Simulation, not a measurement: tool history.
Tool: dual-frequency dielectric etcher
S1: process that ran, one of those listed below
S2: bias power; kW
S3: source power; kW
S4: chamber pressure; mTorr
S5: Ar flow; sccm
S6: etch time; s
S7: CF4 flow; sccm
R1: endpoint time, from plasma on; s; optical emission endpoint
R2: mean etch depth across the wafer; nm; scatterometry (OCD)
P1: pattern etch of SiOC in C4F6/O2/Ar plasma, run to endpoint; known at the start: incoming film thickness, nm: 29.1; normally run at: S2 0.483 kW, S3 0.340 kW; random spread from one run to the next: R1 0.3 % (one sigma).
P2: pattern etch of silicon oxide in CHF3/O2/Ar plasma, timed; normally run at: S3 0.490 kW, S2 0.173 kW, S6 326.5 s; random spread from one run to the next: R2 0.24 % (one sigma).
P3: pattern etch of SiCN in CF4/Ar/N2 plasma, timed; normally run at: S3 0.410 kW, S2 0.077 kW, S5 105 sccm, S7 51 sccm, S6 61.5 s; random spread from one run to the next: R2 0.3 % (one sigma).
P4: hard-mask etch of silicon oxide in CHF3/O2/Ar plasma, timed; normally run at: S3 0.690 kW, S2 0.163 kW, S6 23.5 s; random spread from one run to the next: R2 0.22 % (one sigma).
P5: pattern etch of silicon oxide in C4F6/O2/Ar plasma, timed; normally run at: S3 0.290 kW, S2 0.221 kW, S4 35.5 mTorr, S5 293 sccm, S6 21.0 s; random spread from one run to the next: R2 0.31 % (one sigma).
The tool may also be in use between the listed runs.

Run 1, day 0.138: S1 P1, S2 0.483 kW, S3 0.340 kW. Result: R1 10.6600 s.
Run 2, day 0.300: S1 P5, S2 0.221 kW, S3 0.290 kW, S4 35.5 mTorr, S5 293 sccm, S6 21.0 s. Result: R2 59.524 nm.
Run 3, day 0.450: S1 P1, S2 0.676 kW, S3 0.340 kW. Result: R1 9.3531 s.
Run 4, day 0.592: S1 P4, S2 0.104 kW, S3 0.690 kW, S6 23.5 s. Result: R2 39.176 nm.
Run 5, day 0.833: S1 P2, S2 0.173 kW, S3 0.490 kW, S6 326.5 s. Result: R2 580.870 nm.
Run 6, day 1.075: S1 P1, S2 0.483 kW, S3 0.420 kW. Result: R1 9.8740 s.
Run 7, day 1.229: S1 P1, S2 0.335 kW, S3 0.340 kW. Result: R1 12.2220 s.
Run 8, day 1.396: S1 P3, S2 0.105 kW, S3 0.410 kW, S5 105 sccm, S6 61.5 s, S7 51 sccm. Result: R2 53.758 nm.
Run 9, day 1.629: S1 P1, S2 0.483 kW, S3 0.340 kW. Result: R1 10.6960 s.
Run 10, day 1.754: S1 P2, S2 0.173 kW, S3 0.490 kW, S6 326.5 s. Result: R2 580.770 nm.
Run 11, day 1.962: S1 P1, S2 0.483 kW, S3 0.340 kW. Result: R1 10.6360 s.
Run 12, day 2.158: S1 P1, S2 0.483 kW, S3 0.340 kW. Result: R1 10.6470 s.
Run 13, day 2.375: S1 P3, S2 0.077 kW, S3 0.410 kW, S5 105 sccm, S6 61.5 s, S7 51 sccm. Result: R2 47.854 nm.
Run 14, day 2.596: S1 P1, S2 0.483 kW, S3 0.340 kW. Result: R1 10.6830 s.
At day 2.654: wet clean of the chamber.
Run 15, day 2.754: S1 P3, S2 0.077 kW, S3 0.520 kW, S5 105 sccm, S6 61.5 s, S7 51 sccm. Result: R2 58.925 nm.
Run 16, day 2.879: S1 P4, S2 0.163 kW, S3 0.420 kW, S6 23.5 s. Result: R2 37.479 nm.
Run 17, day 3.112: S1 P5, S2 0.221 kW, S3 0.290 kW, S4 35.5 mTorr, S5 366 sccm, S6 21.0 s. Result: R2 57.964 nm.
Run 18, day 3.367: S1 P3, S2 0.077 kW, S3 0.410 kW, S5 62 sccm, S6 61.5 s, S7 51 sccm. Result: R2 51.728 nm.
Run 19, day 3.583: S1 P4, S2 0.163 kW, S3 0.690 kW, S6 13.0 s. Result: R2 25.049 nm.
Run 20, day 3.804: S1 P2, S2 0.173 kW, S3 0.490 kW, S6 216.5 s. Result: R2 384.210 nm.
Run 21, day 3.996: S1 P1, S2 0.405 kW, S3 0.420 kW. Result: R1 10.5580 s.
Run 22, day 4.150: S1 P5, S2 0.265 kW, S3 0.290 kW, S4 35.5 mTorr, S5 293 sccm, S6 21.0 s. Result: R2 62.871 nm.

Expected results for the next run?
Run 23, day 4.375: S1 P5, S2 0.221 kW, S3 0.290 kW, S4 35.5 mTorr, S5 293 sccm, S6 21.0 s. Result: R2 ?.

For run 23 the tool returned R2 59.381 nm.
